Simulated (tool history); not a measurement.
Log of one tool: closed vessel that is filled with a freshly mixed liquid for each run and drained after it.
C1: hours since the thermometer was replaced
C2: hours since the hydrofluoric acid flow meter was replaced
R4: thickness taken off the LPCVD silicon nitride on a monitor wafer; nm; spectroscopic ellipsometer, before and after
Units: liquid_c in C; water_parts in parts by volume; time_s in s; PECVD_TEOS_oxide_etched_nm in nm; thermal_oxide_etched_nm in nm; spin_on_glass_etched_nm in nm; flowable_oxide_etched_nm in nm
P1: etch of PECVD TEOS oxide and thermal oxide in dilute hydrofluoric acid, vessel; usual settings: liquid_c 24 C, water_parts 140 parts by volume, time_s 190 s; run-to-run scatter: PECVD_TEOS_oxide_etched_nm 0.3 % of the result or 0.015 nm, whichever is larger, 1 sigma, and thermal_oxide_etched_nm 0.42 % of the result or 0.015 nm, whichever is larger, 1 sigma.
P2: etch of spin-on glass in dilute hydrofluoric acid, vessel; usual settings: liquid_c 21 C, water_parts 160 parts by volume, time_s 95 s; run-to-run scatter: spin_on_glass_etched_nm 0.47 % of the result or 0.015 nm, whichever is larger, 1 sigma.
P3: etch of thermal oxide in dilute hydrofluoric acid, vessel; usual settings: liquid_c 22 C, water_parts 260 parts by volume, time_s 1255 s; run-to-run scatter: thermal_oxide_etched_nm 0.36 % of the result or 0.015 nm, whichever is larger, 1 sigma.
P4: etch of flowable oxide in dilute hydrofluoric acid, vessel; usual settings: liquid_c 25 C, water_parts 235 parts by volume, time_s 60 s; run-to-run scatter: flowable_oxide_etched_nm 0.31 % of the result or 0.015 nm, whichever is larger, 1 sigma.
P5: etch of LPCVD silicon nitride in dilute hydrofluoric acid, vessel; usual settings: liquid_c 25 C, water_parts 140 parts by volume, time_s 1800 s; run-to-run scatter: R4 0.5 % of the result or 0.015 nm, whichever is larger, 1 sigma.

{"run": 1, "hour": 2.5, "process": "P1", "liquid_c": 24, "water_parts": 140, "time_s": 190, "C1": 257.3, "C2": 998.2, "PECVD_TEOS_oxide_etched_nm": 19.526, "thermal_oxide_etched_nm": 6.1076}
{"run": 2, "hour": 6.4, "process": "P2", "liquid_c": 21, "water_parts": 160, "time_s": 140, "C1": 261.2, "C2": 1002.1, "spin_on_glass_etched_nm": 17.018}
{"run": 3, "hour": 10.3, "process": "P2", "liquid_c": 21, "water_parts": 50, "time_s": 95, "C1": 265.1, "C2": 1006, "spin_on_glass_etched_nm": 41.792}
{"run": 4, "hour": 14.6, "process": "P1", "liquid_c": 19.5, "water_parts": 140, "time_s": 190, "C1": 269.4, "C2": 1010.3, "PECVD_TEOS_oxide_etched_nm": 16.36, "thermal_oxide_etched_nm": 5.111}
{"run": 5, "hour": 18.9, "process": "P1", "liquid_c": 24, "water_parts": 140, "time_s": 45, "C1": 273.7, "C2": 1014.6, "PECVD_TEOS_oxide_etched_nm": 4.5935, "thermal_oxide_etched_nm": 1.4085}
{"run": 6, "hour": 23.3, "process": "P3", "liquid_c": 22, "water_parts": 260, "time_s": 1255, "C1": 278.1, "C2": 1019, "thermal_oxide_etched_nm": 18.303}
{"run": 7, "hour": 25.8, "process": "P5", "liquid_c": 25, "water_parts": 140, "time_s": 525, "C1": 280.6, "C2": 1021.5, "R4": 2.088}
{"run": 8, "hour": 29.7, "process": "P1", "liquid_c": 20, "water_parts": 140, "time_s": 95, "C1": 284.5, "C2": 1025.4, "PECVD_TEOS_oxide_etched_nm": 8.3387, "thermal_oxide_etched_nm": 2.6068}
{"run": 9, "hour": 32.1, "process": "P4", "liquid_c": 18, "water_parts": 235, "time_s": 60, "C1": 286.9, "C2": 1027.8, "flowable_oxide_etched_nm": 11.911}
{"run": 10, "hour": 34.5, "process": "P1", "liquid_c": 24, "water_parts": 140, "time_s": 190, "C1": 289.3, "C2": 1030.2, "PECVD_TEOS_oxide_etched_nm": 19.542, "thermal_oxide_etched_nm": 6.0452}
{"run": 11, "hour": 37.4, "process": "P3", "liquid_c": 22, "water_parts": 40, "time_s": 1255, "C1": 292.2, "C2": 1033.1, "thermal_oxide_etched_nm": 151.52}
{"run": 12, "hour": 41.5, "process": "P2", "liquid_c": 21, "water_parts": 160, "time_s": 95, "C1": 296.3, "C2": 1037.2, "spin_on_glass_etched_nm": 11.623}
{"run": 13, "hour": 45.7, "process": "P3", "liquid_c": 17, "water_parts": 260, "time_s": 1255, "C1": 300.5, "C2": 1041.4, "thermal_oxide_etched_nm": 15.183}
{"run": 14, "hour": 49.3, "process": "P1", "liquid_c": 24, "water_parts": 140, "time_s": 295, "C1": 304.1, "C2": 1045, "PECVD_TEOS_oxide_etched_nm": 30.301, "thermal_oxide_etched_nm": 9.4701}
{"hour": 52.1, "done": "hydrofluoric acid flow meter replaced"}
{"run": 15, "hour": 52.2, "process": "P1", "liquid_c": 24, "water_parts": 220, "time_s": 190, "C1": 307, "C2": 0.1, "PECVD_TEOS_oxide_etched_nm": 11.365, "thermal_oxide_etched_nm": 3.5296}
{"run": 16, "hour": 57.5, "process": "P1", "liquid_c": 17, "water_parts": 140, "time_s": 350, "C1": 312.3, "C2": 5.4, "PECVD_TEOS_oxide_etched_nm": 27.245, "thermal_oxide_etched_nm": 8.4258}
{"run": 17, "hour": 61.4, "process": "P1", "liquid_c": 24, "water_parts": 140, "time_s": 190, "C1": 316.2, "C2": 9.3, "PECVD_TEOS_oxide_etched_nm": 19.463, "thermal_oxide_etched_nm": 5.9983}
{"run": 18, "hour": 65.4, "process": "P1", "liquid_c": 30, "water_parts": 140, "time_s": 30, "C1": 320.2, "C2": 13.3, "PECVD_TEOS_oxide_etched_nm": 3.885, "thermal_oxide_etched_nm": 1.168}
{"run": 19, "hour": 68.1, "process": "P4", "liquid_c": 25, "water_parts": 235, "time_s": 60, "C1": 322.9, "C2": 16, "flowable_oxide_etched_nm": 15.393}
{"run": 20, "hour": 71.4, "process": "P1", "liquid_c": 24, "water_parts": 30, "time_s": 190, "C1": 326.2, "C2": 19.3, "PECVD_TEOS_oxide_etched_nm": 105.22, "thermal_oxide_etched_nm": 32.321}
{"run": 21, "hour": 73.8, "process": "P1", "liquid_c": 24, "water_parts": 140, "time_s": 190, "C1": 328.6, "C2": 21.7, "PECVD_TEOS_oxide_etched_nm": 19.504, "thermal_oxide_etched_nm": 6.0139}
{"run": 22, "hour": 77.2, "process": "P2", "liquid_c": 29.5, "water_parts": 160, "time_s": 95, "C1": 332, "C2": 25.1, "spin_on_glass_etched_nm": 15.721}
{"run": 23, "hour": 80.0, "process": "P1", "liquid_c": 32, "water_parts": 140, "time_s": 190, "C1": 334.8, "C2": 27.9, "PECVD_TEOS_oxide_etched_nm": 26.294, "thermal_oxide_etched_nm": 8.0635}
{"run": 24, "hour": 83.0, "process": "P3", "liquid_c": 22, "water_parts": 260, "time_s": 520, "C1": 337.8, "C2": 30.9, "thermal_oxide_etched_nm": 7.6299}
{"run": 25, "hour": 86.7, "process": "P4", "liquid_c": 25, "water_parts": 345, "time_s": 60, "C1": 341.5, "C2": 34.6, "flowable_oxide_etched_nm": 9.3837}
{"run": 26, "hour": 91.4, "process": "P4", "liquid_c": 25, "water_parts": 235, "time_s": 110, "C1": 346.2, "C2": 39.3, "flowable_oxide_etched_nm": 28.404}
{"run": 27, "hour": 94.6, "process": "P5", "liquid_c": 25, "water_parts": 225, "time_s": 1800, "C1": 349.4, "C2": 42.5, "R4": 4.4765}
{"run": 28, "hour": 98.6, "process": "P4", "liquid_c": 25, "water_parts": 235, "time_s": 60, "C1": 353.4, "C2": 46.5, "flowable_oxide_etched_nm": 15.482}
{"run": 29, "hour": 101.9, "process": "P5", "liquid_c": 25, "water_parts": 140, "time_s": 1800, "C1": 356.7, "C2": 49.8, "R4": 7.1942}
{"run": 30, "hour": 106.2, "process": "P5", "liquid_c": 25, "water_parts": 140, "time_s": 1800, "C1": 361, "C2": 54.1, "R4": 7.1347}
{"run": 31, "hour": 110.7, "process": "P5", "liquid_c": 17, "water_parts": 140, "time_s": 1800, "C1": 365.5, "C2": 58.6, "R4": 4.2022}
{"run": 32, "hour": 113.8, "process": "P1", "liquid_c": 24, "water_parts": 140, "time_s": 190, "C1": 368.6, "C2": 61.7, "PECVD_TEOS_oxide_etched_nm": 19.43, "thermal_oxide_etched_nm": 6.031}
{"run": 33, "hour": 116.2, "process": "P1", "liquid_c": 24, "water_parts": 140, "time_s": 190, "C1": 371, "C2": 64.1, "PECVD_TEOS_oxide_etched_nm": 19.068, "thermal_oxide_etched_nm": 5.8971}

The next listed run, before its measurement:
{"run": 34, "hour": 119.4, "process": "P1", "liquid_c": 24, "water_parts": 140, "time_s": 190, "C1": 374.2, "C2": 67.3, "PECVD_TEOS_oxide_etched_nm": "?", "thermal_oxide_etched_nm": "?"}

PECVD_TEOS_oxide_etched_nm: 18.72 nm
thermal_oxide_etched_nm: 5.7855 nm

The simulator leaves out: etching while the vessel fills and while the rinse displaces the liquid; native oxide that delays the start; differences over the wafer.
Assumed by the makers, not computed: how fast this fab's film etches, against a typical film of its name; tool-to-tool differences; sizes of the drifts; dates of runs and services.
